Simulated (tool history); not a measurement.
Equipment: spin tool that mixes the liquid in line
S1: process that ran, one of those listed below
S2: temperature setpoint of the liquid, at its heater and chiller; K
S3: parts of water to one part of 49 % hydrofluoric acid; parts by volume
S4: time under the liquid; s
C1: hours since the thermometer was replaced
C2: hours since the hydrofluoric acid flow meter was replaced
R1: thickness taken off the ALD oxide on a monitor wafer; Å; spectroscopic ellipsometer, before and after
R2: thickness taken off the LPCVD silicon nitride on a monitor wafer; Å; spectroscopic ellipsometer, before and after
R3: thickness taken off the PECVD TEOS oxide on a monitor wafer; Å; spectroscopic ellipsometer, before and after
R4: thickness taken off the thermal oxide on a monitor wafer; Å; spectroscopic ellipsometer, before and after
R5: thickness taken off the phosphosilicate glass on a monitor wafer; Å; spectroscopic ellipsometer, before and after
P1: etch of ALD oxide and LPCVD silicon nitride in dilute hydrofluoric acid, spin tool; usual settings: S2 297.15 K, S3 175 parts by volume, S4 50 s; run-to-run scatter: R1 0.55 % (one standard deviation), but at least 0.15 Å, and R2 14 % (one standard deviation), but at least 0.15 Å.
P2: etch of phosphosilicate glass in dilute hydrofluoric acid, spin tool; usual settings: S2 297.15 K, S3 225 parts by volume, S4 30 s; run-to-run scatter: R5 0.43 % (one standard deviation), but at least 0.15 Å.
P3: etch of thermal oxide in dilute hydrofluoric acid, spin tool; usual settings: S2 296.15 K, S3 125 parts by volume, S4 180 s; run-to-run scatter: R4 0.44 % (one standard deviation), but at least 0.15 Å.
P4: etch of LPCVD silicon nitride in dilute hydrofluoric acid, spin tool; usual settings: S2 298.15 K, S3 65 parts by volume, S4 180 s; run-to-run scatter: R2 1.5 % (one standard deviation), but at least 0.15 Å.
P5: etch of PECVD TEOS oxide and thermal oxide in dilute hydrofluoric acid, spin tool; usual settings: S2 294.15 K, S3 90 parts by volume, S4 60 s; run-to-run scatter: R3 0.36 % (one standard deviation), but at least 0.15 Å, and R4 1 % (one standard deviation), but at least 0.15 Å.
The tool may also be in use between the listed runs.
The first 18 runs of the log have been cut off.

run	hour	S1	S2	S3	S4	C1	C2	R1	R2	R3	R4	R5
19	212.3	P4	290.65	65	180	710.9	550.9		7.8543			
20	220.7	P5	294.15	90	60	719.3	559.3			72.177	27.293	
21	232.9	P3	296.15	125	180	731.5	571.5				61.819	
22	241	P3	296.15	125	330	739.6	579.6				113.97	
23	251.6	P1	297.15	175	50	750.2	590.2	45.232	1.4793			
24	265.1	P1	297.15	175	50	763.7	603.7	45.402	1.9948			
25	275.5	P3	296.15	200	180	774.1	614.1				35.874	
26	286.2	P4	298.15	20	180	784.8	624.8		42.812			
27	301.1	P1	297.15	175	100	799.7	639.7	91.097	3.3082			
28	310.6	P1	292.65	175	50	809.2	649.2	38.581	1.1749			
29	319.5	P1	297.15	175	50	818.1	658.1	45.648	1.5651			
30	330.5	P4	298.15	65	180	829.1	669.1		13.252			
31	344.2	P3	296.15	125	180	842.8	682.8				62.12	
32	353	P1	297.15	175	50	851.6	691.6	45.153	1.2425			
33	363	P1	297.15	175	50	861.6	701.6	44.488	1.0798			
34	372.7	P1	297.15	175	50	871.3	711.3	43.349	0.96173			
35	379.4	P1	297.15	175	50	878	718	42.943	1.1913			
36	386.6	P1	297.15	175	50	885.2	725.2	42.787	0.99913			

For run 37, what comes out?
37	394.7	P1	297.15	175	50	893.3	733.3	?	?			

Run 37 came out at R1 42.705 Å, R2 1.9463 Å.
